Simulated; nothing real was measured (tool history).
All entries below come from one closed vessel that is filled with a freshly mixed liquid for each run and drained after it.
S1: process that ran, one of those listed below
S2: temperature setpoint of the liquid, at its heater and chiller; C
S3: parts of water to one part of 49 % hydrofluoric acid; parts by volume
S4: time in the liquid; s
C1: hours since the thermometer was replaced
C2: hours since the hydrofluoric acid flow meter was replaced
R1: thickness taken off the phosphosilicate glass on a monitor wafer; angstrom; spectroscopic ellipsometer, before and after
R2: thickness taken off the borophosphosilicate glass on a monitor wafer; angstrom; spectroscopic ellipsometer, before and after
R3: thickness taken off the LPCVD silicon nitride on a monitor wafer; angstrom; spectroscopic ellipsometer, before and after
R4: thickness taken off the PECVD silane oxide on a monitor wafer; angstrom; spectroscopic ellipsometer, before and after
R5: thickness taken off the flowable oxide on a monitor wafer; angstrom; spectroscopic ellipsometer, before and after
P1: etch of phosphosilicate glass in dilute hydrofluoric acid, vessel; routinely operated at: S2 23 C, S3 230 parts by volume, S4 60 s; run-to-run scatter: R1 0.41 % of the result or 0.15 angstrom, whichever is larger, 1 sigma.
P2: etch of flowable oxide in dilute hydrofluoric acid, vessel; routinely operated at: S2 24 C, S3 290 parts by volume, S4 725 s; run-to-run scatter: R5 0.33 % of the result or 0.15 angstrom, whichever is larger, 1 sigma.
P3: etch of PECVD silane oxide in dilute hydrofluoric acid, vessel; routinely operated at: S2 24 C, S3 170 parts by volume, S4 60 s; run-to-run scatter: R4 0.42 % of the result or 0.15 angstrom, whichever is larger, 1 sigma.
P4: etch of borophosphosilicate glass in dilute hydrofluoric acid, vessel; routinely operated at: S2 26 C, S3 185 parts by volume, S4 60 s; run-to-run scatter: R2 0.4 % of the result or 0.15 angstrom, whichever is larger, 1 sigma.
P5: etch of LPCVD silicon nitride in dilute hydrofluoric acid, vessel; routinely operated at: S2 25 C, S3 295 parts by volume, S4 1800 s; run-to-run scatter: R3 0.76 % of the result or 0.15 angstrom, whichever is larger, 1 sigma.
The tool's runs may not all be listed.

Run 1, hour 10.3: S1 P1, S2 23 C, S3 230 parts by volume, S4 60 s; C1 114.2; C2 1093.5. Result: R1 254.67 angstrom.
Run 2, hour 21.5: S1 P4, S2 26 C, S3 270 parts by volume, S4 60 s; C1 125.4; C2 1104.7. Result: R2 172.32 angstrom.
Run 3, hour 34.6: S1 P1, S2 29 C, S3 230 parts by volume, S4 60 s; C1 138.5; C2 1117.8. Result: R1 314.54 angstrom.
Run 4, hour 43.7: S1 P5, S2 17 C, S3 295 parts by volume, S4 1800 s; C1 147.6; C2 1126.9. Result: R3 20.395 angstrom.
Run 5, hour 50.2: S1 P4, S2 26 C, S3 185 parts by volume, S4 60 s; C1 154.1; C2 1133.4. Result: R2 277.06 angstrom.
Run 6, hour 57: S1 P3, S2 24 C, S3 245 parts by volume, S4 60 s; C1 160.9; C2 1140.2. Result: R4 59.751 angstrom.
Run 7, hour 66.7: S1 P5, S2 25 C, S3 295 parts by volume, S4 1800 s; C1 170.6; C2 1149.9. Result: R3 34.411 angstrom.
Run 8, hour 75.4: S1 P1, S2 23 C, S3 230 parts by volume, S4 30 s; C1 179.3; C2 1158.6. Result: R1 126.37 angstrom.
At hour 80.8: hydrofluoric acid flow meter replaced.
Run 9, hour 86.9: S1 P1, S2 23 C, S3 45 parts by volume, S4 60 s; C1 190.8; C2 6.1. Result: R1 1609.8 angstrom.
Run 10, hour 99.1: S1 P5, S2 25 C, S3 295 parts by volume, S4 2900 s; C1 203; C2 18.3. Result: R3 55.557 angstrom.
Run 11, hour 106.1: S1 P1, S2 23 C, S3 230 parts by volume, S4 60 s; C1 210; C2 25.3. Result: R1 255.48 angstrom.
Run 12, hour 115.6: S1 P1, S2 23 C, S3 125 parts by volume, S4 110 s; C1 219.5; C2 34.8. Result: R1 964.33 angstrom.
Run 13, hour 121.9: S1 P1, S2 28 C, S3 230 parts by volume, S4 100 s; C1 225.8; C2 41.1. Result: R1 503.25 angstrom.
Run 14, hour 134.4: S1 P2, S2 31 C, S3 290 parts by volume, S4 725 s; C1 238.3; C2 53.6. Result: R5 619.31 angstrom.
Run 15, hour 147: S1 P2, S2 24 C, S3 290 parts by volume, S4 350 s; C1 250.9; C2 66.2. Result: R5 237.3 angstrom.
Run 16, hour 154.6: S1 P3, S2 24 C, S3 170 parts by volume, S4 60 s; C1 258.5; C2 73.8. Result: R4 93.237 angstrom.
Run 17, hour 166.1: S1 P3, S2 24 C, S3 170 parts by volume, S4 60 s; C1 270; C2 85.3. Result: R4 93.392 angstrom.
Run 18, hour 175.8: S1 P3, S2 24 C, S3 170 parts by volume, S4 30 s; C1 279.7; C2 95. Result: R4 46.397 angstrom.
At hour 182: thermometer replaced.
Run 19, hour 183.7: S1 P1, S2 23 C, S3 230 parts by volume, S4 60 s; C1 1.8; C2 102.9. Result: R1 256.09 angstrom.
Run 20, hour 192.4: S1 P5, S2 25 C, S3 60 parts by volume, S4 1800 s; C1 10.5; C2 111.6. Result: R3 167.44 angstrom.
Run 21, hour 204.8: S1 P2, S2 24 C, S3 425 parts by volume, S4 725 s; C1 22.9; C2 124. Result: R5 295.43 angstrom.
Run 22, hour 213: S1 P2, S2 24 C, S3 290 parts by volume, S4 725 s; C1 31.1; C2 132.2. Result: R5 490.65 angstrom.
Run 23, hour 222.5: S1 P3, S2 18.5 C, S3 170 parts by volume, S4 60 s; C1 40.6; C2 141.7. Result: R4 75.561 angstrom.
Run 24, hour 235: S1 P1, S2 23 C, S3 230 parts by volume, S4 90 s; C1 53.1; C2 154.2. Result: R1 383.36 angstrom.
Run 25, hour 241.6: S1 P4, S2 26 C, S3 185 parts by volume, S4 90 s; C1 59.7; C2 160.8. Result: R2 414.29 angstrom.
Run 26, hour 253.4: S1 P1, S2 23 C, S3 405 parts by volume, S4 60 s; C1 71.5; C2 172.6. Result: R1 122.99 angstrom.
Run 27, hour 264.9: S1 P1, S2 23 C, S3 230 parts by volume, S4 60 s; C1 83; C2 184.1. Result: R1 254.86 angstrom.
Run 28, hour 276.3: S1 P1, S2 23 C, S3 230 parts by volume, S4 60 s; C1 94.4; C2 195.5. Result: R1 254.27 angstrom.
Run 29, hour 282.9: S1 P4, S2 20 C, S3 185 parts by volume, S4 60 s; C1 101; C2 202.1. Result: R2 220.92 angstrom.
Run 30, hour 290: S1 P1, S2 17 C, S3 230 parts by volume, S4 60 s; C1 108.1; C2 209.2. Result: R1 202.71 angstrom.
Run 31, hour 299.6: S1 P1, S2 23 C, S3 230 parts by volume, S4 60 s; C1 117.7; C2 218.8. Result: R1 252.23 angstrom.
Run 32, hour 309: S1 P1, S2 23 C, S3 230 parts by volume, S4 60 s; C1 127.1; C2 228.2. Result: R1 263.69 angstrom.
Run 33, hour 317.1: S1 P1, S2 23 C, S3 230 parts by volume, S4 60 s; C1 135.2; C2 236.3. Result: R1 267.04 angstrom.
Run 34, hour 325.2: S1 P1, S2 23 C, S3 230 parts by volume, S4 60 s; C1 143.3; C2 244.4. Result: R1 272.96 angstrom.
Run 35, hour 335.1: S1 P1, S2 23 C, S3 230 parts by volume, S4 60 s; C1 153.2; C2 254.3. Result: R1 271.63 angstrom.
Run 36, hour 345.7: S1 P1, S2 23 C, S3 230 parts by volume, S4 60 s; C1 163.8; C2 264.9. Result: R1 274.6 angstrom.
Run 37, hour 352.6: S1 P1, S2 23 C, S3 230 parts by volume, S4 60 s; C1 170.7; C2 271.8. Result: R1 274.06 angstrom.
Run 38, hour 364.3: S1 P1, S2 23 C, S3 230 parts by volume, S4 60 s; C1 182.4; C2 283.5. Result: R1 276.79 angstrom.

What P1 gives has crept away from where it was. These 2 causes fit the log equally well, each at the size given:
A: hydrofluoric acid flow above the setpoint (%) = 7.06
B: liquid hotter than its thermometer reads (K) = 2.32
The drift started at roughly hour 299.6.

Which of the 4 check runs listed below separates the causes, so that each cause would produce a clearly different result? Each run uses one wafer, and its results are marked with question marks.
Run check 1, hour 376: S1 P3, S2 24 C, S3 170 parts by volume, S4 60 s. Result: R4 ?.
Run check 2, hour 376: S1 P5, S2 25 C, S3 295 parts by volume, S4 1800 s. Result: R3 ?.
Run check 3, hour 376: S1 P2, S2 24 C, S3 290 parts by volume, S4 725 s. Result: R5 ?.
Run check 4, hour 376: S1 P4, S2 26 C, S3 185 parts by volume, S4 60 s. Result: R2 ?.

What each check would give under each cause:
  check  result    if A    if B
check 1      R4  101.37  101.94
check 2      R3  37.083  39.803
check 3      R5  534.16  530.31
check 4      R2  299.49  299.91
How far apart the two closest causes lie, in the result that separates them most: check 1 0.56 %; check 2 7.08 %; check 3 0.72 %; check 4 0.14 %
Only check 2 tells the causes apart: in the others they would give nearly the same result.

Check 2 was then run and gave: R3 37.506 angstrom. Which cause is it?

It was cause A: hydrofluoric acid flow above the setpoint (%).
